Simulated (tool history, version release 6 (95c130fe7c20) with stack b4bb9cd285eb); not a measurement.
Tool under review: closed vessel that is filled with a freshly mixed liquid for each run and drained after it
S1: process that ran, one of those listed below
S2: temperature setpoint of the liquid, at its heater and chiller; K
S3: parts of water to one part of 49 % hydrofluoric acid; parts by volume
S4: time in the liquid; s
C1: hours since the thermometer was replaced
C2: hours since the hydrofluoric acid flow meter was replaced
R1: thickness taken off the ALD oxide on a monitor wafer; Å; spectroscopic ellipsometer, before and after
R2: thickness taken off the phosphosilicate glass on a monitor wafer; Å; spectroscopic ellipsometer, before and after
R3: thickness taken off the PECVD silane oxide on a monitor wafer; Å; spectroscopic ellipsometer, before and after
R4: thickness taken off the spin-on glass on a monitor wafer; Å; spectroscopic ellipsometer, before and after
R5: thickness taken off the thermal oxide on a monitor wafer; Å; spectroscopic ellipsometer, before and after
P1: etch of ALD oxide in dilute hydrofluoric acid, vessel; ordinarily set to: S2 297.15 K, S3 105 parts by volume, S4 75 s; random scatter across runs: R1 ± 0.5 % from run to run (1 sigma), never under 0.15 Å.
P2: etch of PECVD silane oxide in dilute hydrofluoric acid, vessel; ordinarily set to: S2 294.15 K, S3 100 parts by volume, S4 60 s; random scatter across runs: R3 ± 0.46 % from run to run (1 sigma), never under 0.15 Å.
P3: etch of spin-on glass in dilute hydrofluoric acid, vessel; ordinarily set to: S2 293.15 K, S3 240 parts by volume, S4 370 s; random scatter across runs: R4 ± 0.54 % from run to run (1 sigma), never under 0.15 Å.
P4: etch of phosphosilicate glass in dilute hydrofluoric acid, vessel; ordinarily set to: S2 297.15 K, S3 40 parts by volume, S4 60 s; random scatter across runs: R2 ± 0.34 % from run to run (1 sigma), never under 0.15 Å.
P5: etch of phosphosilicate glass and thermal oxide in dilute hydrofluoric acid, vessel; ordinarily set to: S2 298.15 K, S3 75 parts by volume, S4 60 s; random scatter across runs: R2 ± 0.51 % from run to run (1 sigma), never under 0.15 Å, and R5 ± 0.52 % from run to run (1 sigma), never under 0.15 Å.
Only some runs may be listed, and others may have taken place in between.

run 1 hour=7.5 | S1=P1 S2=297.15 S3=105 S4=75 | C1=1168.6 C2=134.0 | R1=240.020
run 2 hour=13.3 | S1=P1 S2=297.15 S3=40 S4=75 | C1=1174.4 C2=139.8 | R1=684.930
run 3 hour=20.2 | S1=P4 S2=297.15 S3=70 S4=60 | C1=1181.3 C2=146.7 | R2=561.48
run 4 hour=25.8 | S1=P2 S2=290.15 S3=100 S4=60 | C1=1186.9 C2=152.3 | R3=146.930
run 5 hour=31.5 | S1=P4 S2=297.15 S3=40 S4=60 | C1=1192.6 C2=158.0 | R2=1019.70
run 6 hour=38.4 | S1=P1 S2=297.15 S3=160 S4=75 | C1=1199.5 C2=164.9 | R1=146.760
run 7 hour=45.5 | S1=P1 S2=297.15 S3=105 S4=35 | C1=1206.6 C2=172.0 | R1=111.350
run 8 hour=50.1 | S1=P1 S2=302.15 S3=105 S4=35 | C1=1211.2 C2=176.6 | R1=134.610
run 9 hour=56.2 | S1=P2 S2=294.15 S3=100 S4=30 | C1=1217.3 C2=182.7 | R3=86.271
-- hour=58.6 thermometer replaced
run 10 hour=59.9 | S1=P3 S2=293.15 S3=240 S4=120 | C1=1.4 C2=186.4 | R4=118.07
run 11 hour=65.4 | S1=P5 S2=298.15 S3=75 S4=30 | C1=6.9 C2=191.9 | R2=637.28 R5=19.963
run 12 hour=71.7 | S1=P5 S2=298.15 S3=40 S4=60 | C1=13.2 C2=198.2 | R2=2508.20 R5=79.104
run 13 hour=78.6 | S1=P3 S2=293.15 S3=395 S4=370 | C1=20.1 C2=205.1 | R4=193.10
run 14 hour=86.3 | S1=P3 S2=300.15 S3=240 S4=370 | C1=27.8 C2=212.8 | R4=470.02
run 15 hour=93.7 | S1=P1 S2=290.15 S3=105 S4=75 | C1=35.2 C2=220.2 | R1=179.450
run 16 hour=101.3 | S1=P4 S2=297.15 S3=40 S4=60 | C1=42.8 C2=227.8 | R2=1017.60
run 17 hour=109.0 | S1=P5 S2=298.15 S3=75 S4=60 | C1=50.5 C2=235.5 | R2=1271.60 R5=39.804
run 18 hour=113.9 | S1=P1 S2=304.65 S3=105 S4=75 | C1=55.4 C2=240.4 | R1=319.610
run 19 hour=120.5 | S1=P1 S2=297.15 S3=105 S4=115 | C1=62.0 C2=247.0 | R1=367.060
run 20 hour=126.4 | S1=P3 S2=293.15 S3=240 S4=370 | C1=67.9 C2=252.9 | R4=366.11
run 21 hour=133.6 | S1=P4 S2=305.15 S3=40 S4=60 | C1=75.1 C2=260.1 | R2=1409.50
run 22 hour=140.4 | S1=P2 S2=294.15 S3=170 S4=60 | C1=81.9 C2=266.9 | R3=94.752
run 23 hour=144.1 | S1=P1 S2=297.15 S3=105 S4=75 | C1=85.6 C2=270.6 | R1=238.660
run 24 hour=147.9 | S1=P1 S2=297.15 S3=105 S4=75 | C1=89.4 C2=274.4 | R1=238.760
run 25 hour=153.8 | S1=P1 S2=290.15 S3=180 S4=75 | C1=95.3 C2=280.3 | R1=97.412
run 26 hour=157.9 | S1=P2 S2=294.15 S3=100 S4=60 | C1=99.4 C2=284.4 | R3=173.230
run 27 hour=163.9 | S1=P1 S2=297.15 S3=105 S4=75 | C1=105.4 C2=290.4 | R1=237.980
run 28 hour=169.4 | S1=P5 S2=292.65 S3=75 S4=60 | C1=110.9 C2=295.9 | R2=1015.80 R5=31.875
run 29 hour=174.5 | S1=P4 S2=297.15 S3=40 S4=100 | C1=116.0 C2=301.0 | R2=1702.00
run 30 hour=181.7 | S1=P1 S2=297.15 S3=105 S4=75 | C1=123.2 C2=308.2 | R1=238.740
run 31 hour=188.0 | S1=P1 S2=297.15 S3=105 S4=75 | C1=129.5 C2=314.5 | R1=237.990
run 32 hour=195.1 | S1=P1 S2=297.15 S3=105 S4=75 | C1=136.6 C2=321.6 | R1=247.570
run 33 hour=200.7 | S1=P1 S2=297.15 S3=105 S4=75 | C1=142.2 C2=327.2 | R1=250.360
run 34 hour=205.4 | S1=P1 S2=297.15 S3=105 S4=75 | C1=146.9 C2=331.9 | R1=251.380
run 35 hour=212.6 | S1=P1 S2=297.15 S3=105 S4=75 | C1=154.1 C2=339.1 | R1=255.040
run 36 hour=218.8 | S1=P1 S2=297.15 S3=105 S4=75 | C1=160.3 C2=345.3 | R1=257.870
run 37 hour=224.0 | S1=P1 S2=297.15 S3=105 S4=75 | C1=165.5 C2=350.5 | R1=258.970
run 38 hour=231.1 | S1=P1 S2=297.15 S3=105 S4=75 | C1=172.6 C2=357.6 | R1=260.630
run 39 hour=237.4 | S1=P1 S2=297.15 S3=105 S4=75 | C1=178.9 C2=363.9 | R1=259.390
run 40 hour=242.3 | S1=P1 S2=297.15 S3=105 S4=75 | C1=183.8 C2=368.8 | R1=260.250
run 41 hour=248.9 | S1=P1 S2=297.15 S3=105 S4=75 | C1=190.4 C2=375.4 | R1=260.330
run 42 hour=253.0 | S1=P1 S2=297.15 S3=105 S4=75 | C1=194.5 C2=379.5 | R1=260.970

Something has made what P1 gives creep away from where it was; the 2 causes below, each at its own stated size, fit the log equally well:
A: liquid hotter than its thermometer reads (K) = 2.26
B: hydrofluoric acid flow above the setpoint (%) = 8.14
The onset of the drift is placed at about hour 188.0.

The 4 check runs listed below each average the results of 2 wafers, and their outcomes are marked with question marks. Under which run would the listed causes produce clearly different results?
run check 1 hour=257.1 | S1=P4 S2=304.65 S3=60 S4=60 | R2=?
run check 2 hour=257.1 | S1=P2 S2=291.15 S3=165 S4=60 | R3=?
run check 3 hour=257.1 | S1=P5 S2=294.15 S3=75 S4=30 | R2=? R5=?
run check 4 hour=257.1 | S1=P3 S2=300.15 S3=350 S4=370 | R4=?

How each check would come out, cause by cause:
check=check_1 result=R2 if_A=971.90 if_B=971.39
check=check_2 result=R3 if_A=94.937 if_B=94.988
check=check_3 result=R2 if_A=594.43 if_B=589.93
check=check_3 result=R5 if_A=18.636 if_B=18.494
check=check_4 result=R4 if_A=308.92 if_B=319.10
Minimum pairwise separation of causes per check, each pair taken at its best-separating result: check 1 0.05 %; check 2 0.05 %; check 3 0.76 %; check 4 3.24 %
The other checks would show nearly matching results whichever cause is true, so check 4 is the only one that separates the causes.

The results of check 4 are: R4 318.10 Å. Based on these, which of the listed causes is it?

B is the cause: hydrofluoric acid flow above the setpoint (%).
